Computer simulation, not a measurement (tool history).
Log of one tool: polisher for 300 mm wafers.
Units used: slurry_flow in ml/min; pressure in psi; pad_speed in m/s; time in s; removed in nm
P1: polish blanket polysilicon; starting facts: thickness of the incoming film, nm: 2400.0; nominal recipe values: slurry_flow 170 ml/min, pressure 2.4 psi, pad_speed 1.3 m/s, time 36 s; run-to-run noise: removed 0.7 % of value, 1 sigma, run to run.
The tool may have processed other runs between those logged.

{"run": 1, "hour": 9.1, "slurry_flow": 170, "pressure": 2.4, "pad_speed": 1.3, "time": 36, "removed": 345.18}
{"run": 2, "hour": 20.2, "slurry_flow": 100, "pressure": 2.4, "pad_speed": 1.3, "time": 36, "removed": 309.76}
{"run": 3, "hour": 36.1, "slurry_flow": 170, "pressure": 2.4, "pad_speed": 2.02, "time": 36, "removed": 540.8}
{"run": 4, "hour": 52.6, "slurry_flow": 170, "pressure": 1.1, "pad_speed": 1.3, "time": 36, "removed": 158}
{"run": 5, "hour": 66.5, "slurry_flow": 170, "pressure": 2.4, "pad_speed": 1.3, "time": 36, "removed": 343.73}
{"run": 6, "hour": 80.6, "slurry_flow": 265, "pressure": 2.4, "pad_speed": 1.3, "time": 36, "removed": 359.04}
{"run": 7, "hour": 97.0, "slurry_flow": 170, "pressure": 2.4, "pad_speed": 1.3, "time": 36, "removed": 342.29}
{"run": 8, "hour": 111.8, "slurry_flow": 170, "pressure": 2.4, "pad_speed": 1.3, "time": 36, "removed": 343.6}
{"run": 9, "hour": 126.7, "slurry_flow": 170, "pressure": 3.5, "pad_speed": 1.3, "time": 36, "removed": 498.38}
{"run": 10, "hour": 141.1, "slurry_flow": 170, "pressure": 2.4, "pad_speed": 1.3, "time": 36, "removed": 341.18}
{"run": 11, "hour": 157.4, "slurry_flow": 170, "pressure": 2.4, "pad_speed": 1.3, "time": 16, "removed": 153.09}
{"run": 12, "hour": 165.9, "slurry_flow": 170, "pressure": 2.4, "pad_speed": 0.96, "time": 20, "removed": 140.76}
{"run": 13, "hour": 175.6, "slurry_flow": 170, "pressure": 2.4, "pad_speed": 1.3, "time": 48, "removed": 456.91}
{"run": 14, "hour": 187.1, "slurry_flow": 170, "pressure": 2.4, "pad_speed": 1.3, "time": 36, "removed": 341.88}
{"run": 15, "hour": 201.8, "slurry_flow": 170, "pressure": 2.4, "pad_speed": 0.58, "time": 36, "removed": 153.35}
{"run": 16, "hour": 213.6, "slurry_flow": 170, "pressure": 2.4, "pad_speed": 1.3, "time": 36, "removed": 340.38}
{"run": 17, "hour": 226.4, "slurry_flow": 170, "pressure": 2.4, "pad_speed": 1.3, "time": 36, "removed": 332.69}
{"run": 18, "hour": 241.2, "slurry_flow": 170, "pressure": 2.4, "pad_speed": 1.3, "time": 36, "removed": 326.82}
{"run": 19, "hour": 253.4, "slurry_flow": 170, "pressure": 2.4, "pad_speed": 1.3, "time": 36, "removed": 327.2}
{"run": 20, "hour": 267.8, "slurry_flow": 170, "pressure": 2.4, "pad_speed": 1.3, "time": 36, "removed": 321.39}
{"hour": 274.0, "done": "worn pad replaced by a new one"}
{"run": 21, "hour": 282.3, "slurry_flow": 170, "pressure": 2.4, "pad_speed": 1.3, "time": 36, "removed": 323.82}
{"run": 22, "hour": 295.0, "slurry_flow": 170, "pressure": 2.4, "pad_speed": 1.3, "time": 36, "removed": 316.82}
{"run": 23, "hour": 311.7, "slurry_flow": 170, "pressure": 2.4, "pad_speed": 1.3, "time": 36, "removed": 317.75}

What P1 gives has crept away from where it was. These 2 causes fit the log equally well, each at the size given:
A: head's pressure below its setpoint, % = 6.95
B: slurry flow missing at the pad, % = 32.4
Creep in the process output first set in at about hour 213.6.
What rules out each remaining cause:
removal rate lost through wear of the pad, %: its service at hour 274 followed the start of the drift and did not put the process back to its old value

4 check runs are offered, each on 2 wafers whose results are averaged, their results left as question marks. Which one tells the causes apart?
{"run": "check 1", "hour": 328.4, "slurry_flow": 170, "pressure": 1.3, "pad_speed": 0.64, "time": 36, "removed": "?"}
{"run": "check 2", "hour": 328.4, "slurry_flow": 170, "pressure": 1.2, "pad_speed": 1.3, "time": 18, "removed": "?"}
{"run": "check 3", "hour": 328.4, "slurry_flow": 100, "pressure": 2.4, "pad_speed": 1.84, "time": 36, "removed": "?"}
{"run": "check 4", "hour": 328.4, "slurry_flow": 170, "pressure": 3.4, "pad_speed": 0.58, "time": 36, "removed": "?"}

What every check run would give for each of its results, assuming each possible cause in turn:
check=check_1 result=removed if_A=84.853 if_B=84.857
check=check_2 result=removed if_A=79.55 if_B=79.554
check=check_3 result=removed if_A=405.75 if_B=388.58
check=check_4 result=removed if_A=201.12 if_B=201.13
Per-check spread between the two closest causes, in the result where they differ most: check 1 0 %; check 2 0 %; check 3 4.32 %; check 4 0 %
Of the check runs offered, only check 3 discriminates between the causes; the rest would read about the same regardless of which cause applies.

Check 3 was carried out, with these results: removed 390.61 nm. Which of the listed causes is responsible?

The cause is B: slurry flow missing at the pad, %.
